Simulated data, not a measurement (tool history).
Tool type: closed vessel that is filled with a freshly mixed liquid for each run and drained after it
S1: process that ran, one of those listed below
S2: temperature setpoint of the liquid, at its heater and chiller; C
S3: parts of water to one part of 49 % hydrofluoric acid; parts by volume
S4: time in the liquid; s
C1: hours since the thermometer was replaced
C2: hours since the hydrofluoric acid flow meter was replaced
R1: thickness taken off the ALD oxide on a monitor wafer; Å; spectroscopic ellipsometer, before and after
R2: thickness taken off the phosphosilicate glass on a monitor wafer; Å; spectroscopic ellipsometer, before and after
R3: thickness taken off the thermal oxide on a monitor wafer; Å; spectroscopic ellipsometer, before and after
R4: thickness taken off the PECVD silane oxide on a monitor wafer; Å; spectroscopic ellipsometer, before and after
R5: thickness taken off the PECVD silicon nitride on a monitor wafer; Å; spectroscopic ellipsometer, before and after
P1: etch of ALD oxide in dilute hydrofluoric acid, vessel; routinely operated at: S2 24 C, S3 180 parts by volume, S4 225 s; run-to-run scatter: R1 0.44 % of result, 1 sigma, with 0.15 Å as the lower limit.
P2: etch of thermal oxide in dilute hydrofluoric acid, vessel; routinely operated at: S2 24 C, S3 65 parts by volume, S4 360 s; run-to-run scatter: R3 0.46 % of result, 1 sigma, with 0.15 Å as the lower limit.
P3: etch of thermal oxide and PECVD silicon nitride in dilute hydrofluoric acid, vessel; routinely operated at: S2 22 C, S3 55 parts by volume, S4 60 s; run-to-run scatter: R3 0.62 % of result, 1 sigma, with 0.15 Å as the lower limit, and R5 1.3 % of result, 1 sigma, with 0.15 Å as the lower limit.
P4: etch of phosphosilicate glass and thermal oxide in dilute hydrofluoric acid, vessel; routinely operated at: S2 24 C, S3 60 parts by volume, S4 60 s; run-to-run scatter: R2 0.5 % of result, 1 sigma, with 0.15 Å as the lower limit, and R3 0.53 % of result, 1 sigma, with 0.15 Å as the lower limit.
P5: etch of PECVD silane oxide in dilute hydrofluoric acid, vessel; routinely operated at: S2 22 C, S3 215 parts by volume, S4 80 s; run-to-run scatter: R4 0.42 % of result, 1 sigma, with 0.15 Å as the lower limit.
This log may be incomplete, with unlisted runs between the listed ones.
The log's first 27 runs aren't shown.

run 28 hour=271.9 | S1=P2 S2=24 S3=65 S4=360 | C1=1780.9 C2=1904.5 | R3=270.08
-- hour=272.4 hydrofluoric acid flow meter replaced
run 29 hour=282.6 | S1=P3 S2=22 S3=55 S4=60 | C1=1791.6 C2=10.2 | R3=50.32 R5=15.833
run 30 hour=290 | S1=P1 S2=24 S3=180 S4=225 | C1=1799 C2=17.6 | R1=128.98
run 31 hour=298.7 | S1=P1 S2=17 S3=180 S4=135 | C1=1807.7 C2=26.3 | R1=58.239
run 32 hour=310 | S1=P5 S2=18 S3=215 S4=80 | C1=1819 C2=37.6 | R4=55.05
run 33 hour=318.2 | S1=P3 S2=17 S3=55 S4=60 | C1=1827.2 C2=45.8 | R3=40.191 R5=11.387
run 34 hour=327.9 | S1=P1 S2=24 S3=180 S4=225 | C1=1836.9 C2=55.5 | R1=127.55
run 35 hour=337.3 | S1=P1 S2=24 S3=180 S4=225 | C1=1846.3 C2=64.9 | R1=132.78
run 36 hour=344.5 | S1=P1 S2=24 S3=180 S4=225 | C1=1853.5 C2=72.1 | R1=134.2
run 37 hour=352.9 | S1=P1 S2=24 S3=180 S4=225 | C1=1861.9 C2=80.5 | R1=136.75
run 38 hour=361 | S1=P1 S2=24 S3=180 S4=225 | C1=1870 C2=88.6 | R1=137.91
run 39 hour=366.8 | S1=P1 S2=24 S3=180 S4=225 | C1=1875.8 C2=94.4 | R1=139.01
run 40 hour=377.6 | S1=P1 S2=24 S3=180 S4=225 | C1=1886.6 C2=105.2 | R1=138.51

Run 41 has not been measured yet. What should we expect?
run 41 hour=386.8 | S1=P1 S2=24 S3=180 S4=225 | C1=1895.8 C2=114.4 | R1=?

Run 41 yielded R1 140.05 Å.

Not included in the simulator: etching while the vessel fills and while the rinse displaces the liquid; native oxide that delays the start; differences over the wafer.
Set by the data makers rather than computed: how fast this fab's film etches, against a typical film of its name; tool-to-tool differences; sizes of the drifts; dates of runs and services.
